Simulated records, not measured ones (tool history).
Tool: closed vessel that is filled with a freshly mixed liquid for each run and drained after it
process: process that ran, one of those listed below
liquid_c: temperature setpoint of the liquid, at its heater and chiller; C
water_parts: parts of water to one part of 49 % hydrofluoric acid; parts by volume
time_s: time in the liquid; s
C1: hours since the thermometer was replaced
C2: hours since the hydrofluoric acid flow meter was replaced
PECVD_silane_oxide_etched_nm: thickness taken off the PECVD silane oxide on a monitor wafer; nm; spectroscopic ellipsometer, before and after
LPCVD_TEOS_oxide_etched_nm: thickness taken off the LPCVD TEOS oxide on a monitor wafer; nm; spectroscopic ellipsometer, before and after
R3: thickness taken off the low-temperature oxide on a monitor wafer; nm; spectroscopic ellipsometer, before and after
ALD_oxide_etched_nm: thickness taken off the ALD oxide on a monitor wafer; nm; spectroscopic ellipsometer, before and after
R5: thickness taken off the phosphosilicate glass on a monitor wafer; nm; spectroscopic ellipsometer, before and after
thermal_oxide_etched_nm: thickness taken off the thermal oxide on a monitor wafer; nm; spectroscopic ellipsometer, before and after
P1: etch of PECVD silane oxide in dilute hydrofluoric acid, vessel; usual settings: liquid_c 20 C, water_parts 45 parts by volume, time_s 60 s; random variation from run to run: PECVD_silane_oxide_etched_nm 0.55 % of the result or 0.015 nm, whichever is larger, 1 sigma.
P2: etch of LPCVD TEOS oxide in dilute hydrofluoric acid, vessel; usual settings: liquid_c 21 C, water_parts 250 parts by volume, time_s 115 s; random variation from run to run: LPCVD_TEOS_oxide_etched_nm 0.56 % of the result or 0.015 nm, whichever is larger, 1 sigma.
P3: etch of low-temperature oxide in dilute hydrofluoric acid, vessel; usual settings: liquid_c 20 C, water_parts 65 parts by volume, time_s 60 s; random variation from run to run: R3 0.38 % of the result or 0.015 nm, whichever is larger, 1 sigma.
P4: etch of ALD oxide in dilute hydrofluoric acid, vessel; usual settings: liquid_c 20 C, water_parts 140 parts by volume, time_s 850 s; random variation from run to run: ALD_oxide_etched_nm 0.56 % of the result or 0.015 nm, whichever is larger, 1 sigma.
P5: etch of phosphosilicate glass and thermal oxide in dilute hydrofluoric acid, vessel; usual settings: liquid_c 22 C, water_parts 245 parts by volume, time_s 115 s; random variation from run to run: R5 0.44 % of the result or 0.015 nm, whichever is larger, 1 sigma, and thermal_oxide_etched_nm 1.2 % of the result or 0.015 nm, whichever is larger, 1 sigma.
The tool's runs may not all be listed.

Run 1, hour 6.6: process P1, liquid_c 20 C, water_parts 45 parts by volume, time_s 60 s; C1 520.9; C2 514.6. Result: PECVD_silane_oxide_etched_nm 58.578 nm.
Run 2, hour 14.2: process P2, liquid_c 28.5 C, water_parts 250 parts by volume, time_s 115 s; C1 528.5; C2 522.2. Result: LPCVD_TEOS_oxide_etched_nm 24.599 nm.
Run 3, hour 19.3: process P1, liquid_c 20 C, water_parts 25 parts by volume, time_s 90 s; C1 533.6; C2 527.3. Result: PECVD_silane_oxide_etched_nm 161.78 nm.
Run 4, hour 25.2: process P1, liquid_c 17 C, water_parts 45 parts by volume, time_s 90 s; C1 539.5; C2 533.2. Result: PECVD_silane_oxide_etched_nm 77.308 nm.
Run 5, hour 28.9: process P3, liquid_c 28 C, water_parts 65 parts by volume, time_s 60 s; C1 543.2; C2 536.9. Result: R3 24.904 nm.
Run 6, hour 35.5: process P1, liquid_c 20 C, water_parts 45 parts by volume, time_s 30 s; C1 549.8; C2 543.5. Result: PECVD_silane_oxide_etched_nm 29.47 nm.
Run 7, hour 40.9: process P4, liquid_c 20 C, water_parts 140 parts by volume, time_s 850 s; C1 555.2; C2 548.9. Result: ALD_oxide_etched_nm 47.844 nm.
Run 8, hour 46.6: process P3, liquid_c 20 C, water_parts 65 parts by volume, time_s 60 s; C1 560.9; C2 554.6. Result: R3 17.909 nm.
Run 9, hour 54.1: process P1, liquid_c 20 C, water_parts 45 parts by volume, time_s 60 s; C1 568.4; C2 562.1. Result: PECVD_silane_oxide_etched_nm 58.66 nm.
Run 10, hour 59.5: process P4, liquid_c 20 C, water_parts 140 parts by volume, time_s 445 s; C1 573.8; C2 567.5. Result: ALD_oxide_etched_nm 24.812 nm.
Run 11, hour 64.7: process P4, liquid_c 20 C, water_parts 255 parts by volume, time_s 850 s; C1 579; C2 572.7. Result: ALD_oxide_etched_nm 23.076 nm.
Run 12, hour 71.2: process P2, liquid_c 21 C, water_parts 250 parts by volume, time_s 40 s; C1 585.5; C2 579.2. Result: LPCVD_TEOS_oxide_etched_nm 6.4614 nm.
Run 13, hour 78.3: process P2, liquid_c 21 C, water_parts 250 parts by volume, time_s 115 s; C1 592.6; C2 586.3. Result: LPCVD_TEOS_oxide_etched_nm 18.511 nm.
Run 14, hour 84.6: process P4, liquid_c 17 C, water_parts 140 parts by volume, time_s 850 s; C1 598.9; C2 592.6. Result: ALD_oxide_etched_nm 41.465 nm.
Run 15, hour 91.1: process P1, liquid_c 20 C, water_parts 25 parts by volume, time_s 60 s; C1 605.4; C2 599.1. Result: PECVD_silane_oxide_etched_nm 107.58 nm.
Run 16, hour 95.1: process P1, liquid_c 20 C, water_parts 45 parts by volume, time_s 60 s; C1 609.4; C2 603.1. Result: PECVD_silane_oxide_etched_nm 58.485 nm.
Run 17, hour 100.7: process P5, liquid_c 29 C, water_parts 245 parts by volume, time_s 115 s; C1 615; C2 608.7. Result: R5 31.029 nm, thermal_oxide_etched_nm 2.2146 nm.
Run 18, hour 104.8: process P1, liquid_c 20 C, water_parts 45 parts by volume, time_s 110 s; C1 619.1; C2 612.8. Result: PECVD_silane_oxide_etched_nm 108.43 nm.
Run 19, hour 111.3: process P1, liquid_c 20 C, water_parts 70 parts by volume, time_s 60 s; C1 625.6; C2 619.3. Result: PECVD_silane_oxide_etched_nm 36.761 nm.
Run 20, hour 118.7: process P3, liquid_c 20 C, water_parts 65 parts by volume, time_s 30 s; C1 633; C2 626.7. Result: R3 8.9787 nm.
Run 21, hour 124.6: process P1, liquid_c 17 C, water_parts 45 parts by volume, time_s 60 s; C1 638.9; C2 632.6. Result: PECVD_silane_oxide_etched_nm 51.15 nm.
Run 22, hour 131.3: process P3, liquid_c 20 C, water_parts 20 parts by volume, time_s 60 s; C1 645.6; C2 639.3. Result: R3 61.808 nm.
Run 23, hour 134.9: process P5, liquid_c 22 C, water_parts 245 parts by volume, time_s 220 s; C1 649.2; C2 642.9. Result: R5 46.957 nm, thermal_oxide_etched_nm 3.3103 nm.
Run 24, hour 141.1: process P1, liquid_c 20 C, water_parts 45 parts by volume, time_s 60 s; C1 655.4; C2 649.1. Result: PECVD_silane_oxide_etched_nm 58.623 nm.
Run 25, hour 145.9: process P2, liquid_c 21 C, water_parts 380 parts by volume, time_s 115 s; C1 660.2; C2 653.9. Result: LPCVD_TEOS_oxide_etched_nm 10.832 nm.
Run 26, hour 151.6: process P2, liquid_c 21 C, water_parts 250 parts by volume, time_s 115 s; C1 665.9; C2 659.6. Result: LPCVD_TEOS_oxide_etched_nm 18.765 nm.
Run 27, hour 155.8: process P1, liquid_c 26.5 C, water_parts 45 parts by volume, time_s 60 s; C1 670.1; C2 663.8. Result: PECVD_silane_oxide_etched_nm 77.057 nm.
Run 28, hour 162.1: process P5, liquid_c 22 C, water_parts 55 parts by volume, time_s 115 s; C1 676.4; C2 670.1. Result: R5 134.15 nm, thermal_oxide_etched_nm 9.411 nm.
Run 29, hour 168.8: process P5, liquid_c 22 C, water_parts 245 parts by volume, time_s 115 s; C1 683.1; C2 676.8. Result: R5 24.518 nm, thermal_oxide_etched_nm 1.7064 nm.
Run 30, hour 173.9: process P1, liquid_c 20 C, water_parts 45 parts by volume, time_s 60 s; C1 688.2; C2 681.9. Result: PECVD_silane_oxide_etched_nm 58.468 nm.
Run 31, hour 178.7: process P1, liquid_c 20 C, water_parts 45 parts by volume, time_s 60 s; C1 693; C2 686.7. Result: PECVD_silane_oxide_etched_nm 58.953 nm.
Run 32, hour 185.3: process P1, liquid_c 20 C, water_parts 45 parts by volume, time_s 60 s; C1 699.6; C2 693.3. Result: PECVD_silane_oxide_etched_nm 59.77 nm.
Run 33, hour 190.4: process P1, liquid_c 20 C, water_parts 45 parts by volume, time_s 60 s; C1 704.7; C2 698.4. Result: PECVD_silane_oxide_etched_nm 60.965 nm.
Run 34, hour 194.5: process P1, liquid_c 20 C, water_parts 45 parts by volume, time_s 60 s; C1 708.8; C2 702.5. Result: PECVD_silane_oxide_etched_nm 61.737 nm.
Run 35, hour 201.8: process P1, liquid_c 20 C, water_parts 45 parts by volume, time_s 60 s; C1 716.1; C2 709.8. Result: PECVD_silane_oxide_etched_nm 61.79 nm.
Run 36, hour 207.6: process P1, liquid_c 20 C, water_parts 45 parts by volume, time_s 60 s; C1 721.9; C2 715.6. Result: PECVD_silane_oxide_etched_nm 61.62 nm.
Run 37, hour 214.9: process P1, liquid_c 20 C, water_parts 45 parts by volume, time_s 60 s; C1 729.2; C2 722.9. Result: PECVD_silane_oxide_etched_nm 62.448 nm.
Run 38, hour 218.8: process P1, liquid_c 20 C, water_parts 45 parts by volume, time_s 60 s; C1 733.1; C2 726.8. Result: PECVD_silane_oxide_etched_nm 62.019 nm.
Run 39, hour 224.9: process P1, liquid_c 20 C, water_parts 45 parts by volume, time_s 60 s; C1 739.2; C2 732.9. Result: PECVD_silane_oxide_etched_nm 61.933 nm.
Run 40, hour 231.3: process P1, liquid_c 20 C, water_parts 45 parts by volume, time_s 60 s; C1 745.6; C2 739.3. Result: PECVD_silane_oxide_etched_nm 62.843 nm.
Run 41, hour 235.7: process P1, liquid_c 20 C, water_parts 45 parts by volume, time_s 60 s; C1 750; C2 743.7. Result: PECVD_silane_oxide_etched_nm 62.429 nm.

What P1 gives has crept away from where it was. These 2 causes fit the log equally well, each at the size given:
A: hydrofluoric acid flow above the setpoint (%) = 5.95
B: liquid hotter than its thermometer reads (K) = 1.44
The creep began at about hour 178.7.

4 check runs are offered, each on 2 wafers whose results are averaged, their results left as question marks. Which one tells the causes apart?
Run check 1, hour 240.1: process P3, liquid_c 25 C, water_parts 20 parts by volume, time_s 60 s. Result: R3 ?.
Run check 2, hour 240.1: process P4, liquid_c 17 C, water_parts 140 parts by volume, time_s 850 s. Result: ALD_oxide_etched_nm ?.
Run check 3, hour 240.1: process P2, liquid_c 28.5 C, water_parts 345 parts by volume, time_s 115 s. Result: LPCVD_TEOS_oxide_etched_nm ?.
Run check 4, hour 240.1: process P5, liquid_c 29 C, water_parts 65 parts by volume, time_s 115 s. Result: R5 ?, thermal_oxide_etched_nm ?.

What each check would give under each cause:
  check                      result    if A    if B
check 1                          R3  81.081   81.15
check 2         ALD_oxide_etched_nm  44.857  44.563
check 3  LPCVD_TEOS_oxide_etched_nm  17.234  16.687
check 4                          R5  158.07  156.92
check 4     thermal_oxide_etched_nm  11.325  11.242
How far apart the two closest causes lie, in the result that separates them most: check 1 0.08 %; check 2 0.66 %; check 3 3.23 %; check 4 0.73 %
Check 3 tells the causes apart: in the others they would give nearly the same result.

Then check 3 was run and gave: LPCVD_TEOS_oxide_etched_nm 17.266 nm. Which cause is it?

It is A: hydrofluoric acid flow above the setpoint (%).
